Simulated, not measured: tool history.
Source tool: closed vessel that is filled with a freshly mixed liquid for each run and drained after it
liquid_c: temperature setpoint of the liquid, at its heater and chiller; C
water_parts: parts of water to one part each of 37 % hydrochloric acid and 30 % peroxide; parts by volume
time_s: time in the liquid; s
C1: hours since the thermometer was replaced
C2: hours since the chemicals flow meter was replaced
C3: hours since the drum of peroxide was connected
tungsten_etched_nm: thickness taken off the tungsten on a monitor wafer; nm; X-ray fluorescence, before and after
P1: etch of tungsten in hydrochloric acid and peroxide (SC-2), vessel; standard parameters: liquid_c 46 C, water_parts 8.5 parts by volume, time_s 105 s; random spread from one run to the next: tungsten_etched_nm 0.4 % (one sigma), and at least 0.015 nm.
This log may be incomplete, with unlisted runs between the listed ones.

run 1 hour=7.1 | liquid_c=46 water_parts=8.5 time_s=105 | C1=2134.2 C2=255.3 C3=253.4 | tungsten_etched_nm=18.349
run 2 hour=13.2 | liquid_c=46 water_parts=8.5 time_s=105 | C1=2140.3 C2=261.4 C3=259.5 | tungsten_etched_nm=18.277
run 3 hour=21.2 | liquid_c=46 water_parts=8.5 time_s=210 | C1=2148.3 C2=269.4 C3=267.5 | tungsten_etched_nm=36.748
run 4 hour=28.9 | liquid_c=35 water_parts=8.5 time_s=185 | C1=2156 C2=277.1 C3=275.2 | tungsten_etched_nm=14.735
run 5 hour=35.9 | liquid_c=46 water_parts=8.5 time_s=105 | C1=2163 C2=284.1 C3=282.2 | tungsten_etched_nm=18.401
run 6 hour=43.7 | liquid_c=46 water_parts=8.5 time_s=105 | C1=2170.8 C2=291.9 C3=290 | tungsten_etched_nm=18.545
run 7 hour=50.7 | liquid_c=46 water_parts=8.5 time_s=55 | C1=2177.8 C2=298.9 C3=297 | tungsten_etched_nm=9.5977
run 8 hour=58.5 | liquid_c=46 water_parts=4 time_s=105 | C1=2185.6 C2=306.7 C3=304.8 | tungsten_etched_nm=32.307
run 9 hour=64.7 | liquid_c=46 water_parts=8.5 time_s=105 | C1=2191.8 C2=312.9 C3=311 | tungsten_etched_nm=18.375
run 10 hour=71.1 | liquid_c=62 water_parts=8.5 time_s=105 | C1=2198.2 C2=319.3 C3=317.4 | tungsten_etched_nm=51.801
run 11 hour=74.8 | liquid_c=35 water_parts=8.5 time_s=105 | C1=2201.9 C2=323 C3=321.1 | tungsten_etched_nm=8.4232
run 12 hour=81.7 | liquid_c=46 water_parts=14.5 time_s=105 | C1=2208.8 C2=329.9 C3=328 | tungsten_etched_nm=11.71
run 13 hour=87.6 | liquid_c=35 water_parts=8.5 time_s=145 | C1=2214.7 C2=335.8 C3=333.9 | tungsten_etched_nm=11.637
run 14 hour=95.8 | liquid_c=46 water_parts=8.5 time_s=105 | C1=2222.9 C2=344 C3=342.1 | tungsten_etched_nm=18.329
run 15 hour=103.6 | liquid_c=46 water_parts=8.5 time_s=105 | C1=2230.7 C2=351.8 C3=349.9 | tungsten_etched_nm=17.338
run 16 hour=107.9 | liquid_c=46 water_parts=8.5 time_s=105 | C1=2235 C2=356.1 C3=354.2 | tungsten_etched_nm=17.193
run 17 hour=113.8 | liquid_c=46 water_parts=8.5 time_s=105 | C1=2240.9 C2=362 C3=360.1 | tungsten_etched_nm=16.897
run 18 hour=118.5 | liquid_c=46 water_parts=8.5 time_s=105 | C1=2245.6 C2=366.7 C3=364.8 | tungsten_etched_nm=16.92
-- hour=120.2 new drum of peroxide connected
run 19 hour=126.2 | liquid_c=46 water_parts=8.5 time_s=105 | C1=2253.3 C2=374.4 C3=6.1 | tungsten_etched_nm=16.652
run 20 hour=133.3 | liquid_c=46 water_parts=8.5 time_s=105 | C1=2260.4 C2=381.5 C3=13.2 | tungsten_etched_nm=16.559
run 21 hour=138.7 | liquid_c=46 water_parts=8.5 time_s=105 | C1=2265.8 C2=386.9 C3=18.6 | tungsten_etched_nm=16.642

What P1 gives has crept away from where it was. These 2 causes fit the log equally well, each at the size given:
A: chemicals flow below the setpoint (%) = 11.4
B: liquid colder than its thermometer reads (K) = 1.44
The process output started creeping at around hour 95.8.
The rest of the possible causes, and what rules out each one:
peroxide weaker than its label (%): was serviced at hour 120.2, once the creep was under way, yet the earlier output never came back

Which of the 4 check runs listed below, each an average over 2 wafers with its results shown as question marks, gives clearly different results under the different listed causes?
run check 1 hour=144.1 | liquid_c=46 water_parts=11 time_s=195 | tungsten_etched_nm=?
run check 2 hour=144.1 | liquid_c=46 water_parts=6 time_s=175 | tungsten_etched_nm=?
run check 3 hour=144.1 | liquid_c=56.5 water_parts=6 time_s=105 | tungsten_etched_nm=?
run check 4 hour=144.1 | liquid_c=35 water_parts=4 time_s=105 | tungsten_etched_nm=?

Check results expected under each cause:
check=check_1 result=tungsten_etched_nm if_A=24.85 if_B=24.961
check=check_2 result=tungsten_etched_nm if_A=36.648 if_B=36.401
check=check_3 result=tungsten_etched_nm if_A=44.054 if_B=44.03
check=check_4 result=tungsten_etched_nm if_A=13.588 if_B=13.27
Gap, in per cent, between the two causes that each check separates least, read from the result that separates them most: check 1 0.44 %; check 2 0.68 %; check 3 0.05 %; check 4 2.37 %
Only check 4 tells the causes apart: in the others they would give nearly the same result.

Here is what check 4 returned: tungsten_etched_nm 13.564 nm. Which cause is it?

It is A: chemicals flow below the setpoint (%).
